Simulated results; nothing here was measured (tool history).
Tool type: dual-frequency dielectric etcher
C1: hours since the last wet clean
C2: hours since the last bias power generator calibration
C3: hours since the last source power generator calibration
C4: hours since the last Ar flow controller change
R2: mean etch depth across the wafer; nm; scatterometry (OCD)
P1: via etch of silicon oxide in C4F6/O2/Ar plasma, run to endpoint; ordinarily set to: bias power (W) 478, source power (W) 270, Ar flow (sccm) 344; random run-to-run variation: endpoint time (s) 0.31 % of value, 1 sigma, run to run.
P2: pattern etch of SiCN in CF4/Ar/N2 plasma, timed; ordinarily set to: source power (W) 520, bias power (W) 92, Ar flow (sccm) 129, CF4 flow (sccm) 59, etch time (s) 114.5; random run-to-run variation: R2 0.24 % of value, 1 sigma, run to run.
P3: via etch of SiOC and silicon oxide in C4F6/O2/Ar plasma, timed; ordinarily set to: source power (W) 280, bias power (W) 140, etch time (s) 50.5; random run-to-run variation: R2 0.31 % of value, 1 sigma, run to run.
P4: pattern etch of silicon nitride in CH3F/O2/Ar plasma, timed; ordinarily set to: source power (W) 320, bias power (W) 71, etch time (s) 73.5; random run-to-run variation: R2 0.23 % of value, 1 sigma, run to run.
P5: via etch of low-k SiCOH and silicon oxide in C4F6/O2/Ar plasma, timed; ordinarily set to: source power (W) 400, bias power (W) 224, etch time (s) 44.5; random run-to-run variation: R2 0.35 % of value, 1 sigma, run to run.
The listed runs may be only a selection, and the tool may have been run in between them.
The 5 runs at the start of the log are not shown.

{"run": 6, "hour": 94.9, "process that ran": "P3", "bias power (W)": 180, "source power (W)": 280, "etch time (s)": 50.5, "C1": 293.6, "C2": 1589.2, "C3": 3092, "C4": 1639.2, "R2": 50.346}
{"run": 7, "hour": 111.7, "process that ran": "P1", "bias power (W)": 310, "source power (W)": 270, "Ar flow (sccm)": 344, "C1": 310.4, "C2": 1606, "C3": 3108.8, "C4": 1656, "endpoint time (s)": 38.676}
{"run": 8, "hour": 126.3, "process that ran": "P1", "bias power (W)": 478, "source power (W)": 270, "Ar flow (sccm)": 258, "C1": 325, "C2": 1620.6, "C3": 3123.4, "C4": 1670.6, "endpoint time (s)": 31.883}
{"run": 9, "hour": 141.0, "process that ran": "P5", "bias power (W)": 155, "source power (W)": 400, "etch time (s)": 44.5, "C1": 339.7, "C2": 1635.3, "C3": 3138.1, "C4": 1685.3, "R2": 111.19}
{"run": 10, "hour": 157.5, "process that ran": "P5", "bias power (W)": 224, "source power (W)": 400, "etch time (s)": 31, "C1": 356.2, "C2": 1651.8, "C3": 3154.6, "C4": 1701.8, "R2": 87.507}
{"run": 11, "hour": 171.9, "process that ran": "P1", "bias power (W)": 478, "source power (W)": 270, "Ar flow (sccm)": 471, "C1": 370.6, "C2": 1666.2, "C3": 3169, "C4": 1716.2, "endpoint time (s)": 34.113}
{"run": 12, "hour": 189.9, "process that ran": "P1", "bias power (W)": 478, "source power (W)": 270, "Ar flow (sccm)": 344, "C1": 388.6, "C2": 1684.2, "C3": 3187, "C4": 1734.2, "endpoint time (s)": 32.965}
{"run": 13, "hour": 200.9, "process that ran": "P1", "bias power (W)": 373, "source power (W)": 270, "Ar flow (sccm)": 267, "C1": 399.6, "C2": 1695.2, "C3": 3198, "C4": 1745.2, "endpoint time (s)": 35.053}
{"run": 14, "hour": 214.3, "process that ran": "P4", "bias power (W)": 71, "source power (W)": 320, "etch time (s)": 105.5, "C1": 413, "C2": 1708.6, "C3": 3211.4, "C4": 1758.6, "R2": 67.093}
{"run": 15, "hour": 232.7, "process that ran": "P4", "bias power (W)": 71, "source power (W)": 320, "etch time (s)": 73.5, "C1": 431.4, "C2": 1727, "C3": 3229.8, "C4": 1777, "R2": 46.675}
{"run": 16, "hour": 251.0, "process that ran": "P1", "bias power (W)": 478, "source power (W)": 180, "Ar flow (sccm)": 344, "C1": 449.7, "C2": 1745.3, "C3": 3248.1, "C4": 1795.3, "endpoint time (s)": 38}
{"run": 17, "hour": 268.1, "process that ran": "P3", "bias power (W)": 140, "source power (W)": 280, "etch time (s)": 50.5, "C1": 466.8, "C2": 1762.4, "C3": 3265.2, "C4": 1812.4, "R2": 46.126}
{"run": 18, "hour": 279.8, "process that ran": "P4", "bias power (W)": 71, "source power (W)": 320, "etch time (s)": 73.5, "C1": 478.5, "C2": 1774.1, "C3": 3276.9, "C4": 1824.1, "R2": 46.912}
{"run": 19, "hour": 294.8, "process that ran": "P1", "bias power (W)": 372, "source power (W)": 220, "Ar flow (sccm)": 344, "C1": 493.5, "C2": 1789.1, "C3": 3291.9, "C4": 1839.1, "endpoint time (s)": 38.841}
{"run": 20, "hour": 310.9, "process that ran": "P1", "bias power (W)": 478, "source power (W)": 270, "Ar flow (sccm)": 344, "C1": 509.6, "C2": 1805.2, "C3": 3308, "C4": 1855.2, "endpoint time (s)": 32.785}
{"run": 21, "hour": 325.1, "process that ran": "P2", "bias power (W)": 92, "source power (W)": 520, "Ar flow (sccm)": 129, "CF4 flow (sccm)": 46, "etch time (s)": 114.5, "C1": 523.8, "C2": 1819.4, "C3": 3322.2, "C4": 1869.4, "R2": 108.17}
{"run": 22, "hour": 340.2, "process that ran": "P4", "bias power (W)": 71, "source power (W)": 230, "etch time (s)": 73.5, "C1": 538.9, "C2": 1834.5, "C3": 3337.3, "C4": 1884.5, "R2": 41.156}
{"run": 23, "hour": 357.5, "process that ran": "P1", "bias power (W)": 478, "source power (W)": 270, "Ar flow (sccm)": 344, "C1": 556.2, "C2": 1851.8, "C3": 3354.6, "C4": 1901.8, "endpoint time (s)": 32.773}
{"run": 24, "hour": 375.7, "process that ran": "P1", "bias power (W)": 634, "source power (W)": 270, "Ar flow (sccm)": 344, "C1": 574.4, "C2": 1870, "C3": 3372.8, "C4": 1920, "endpoint time (s)": 29.559}
{"run": 25, "hour": 388.4, "process that ran": "P1", "bias power (W)": 478, "source power (W)": 370, "Ar flow (sccm)": 249, "C1": 587.1, "C2": 1882.7, "C3": 3385.5, "C4": 1932.7, "endpoint time (s)": 28.172}
{"run": 26, "hour": 404.1, "process that ran": "P5", "bias power (W)": 224, "source power (W)": 560, "etch time (s)": 44.5, "C1": 602.8, "C2": 1898.4, "C3": 3401.2, "C4": 1948.4, "R2": 143.08}
{"run": 27, "hour": 415.7, "process that ran": "P3", "bias power (W)": 140, "source power (W)": 280, "etch time (s)": 50.5, "C1": 614.4, "C2": 1910, "C3": 3412.8, "C4": 1960, "R2": 46.393}

What does the tool deliver on the next run?
{"run": 28, "hour": 427.2, "process that ran": "P1", "bias power (W)": 478, "source power (W)": 270, "Ar flow (sccm)": 344, "C1": 625.9, "C2": 1921.5, "C3": 3424.3, "C4": 1971.5, "endpoint time (s)": "?"}

Run 28 gave endpoint time (s) 33.03.
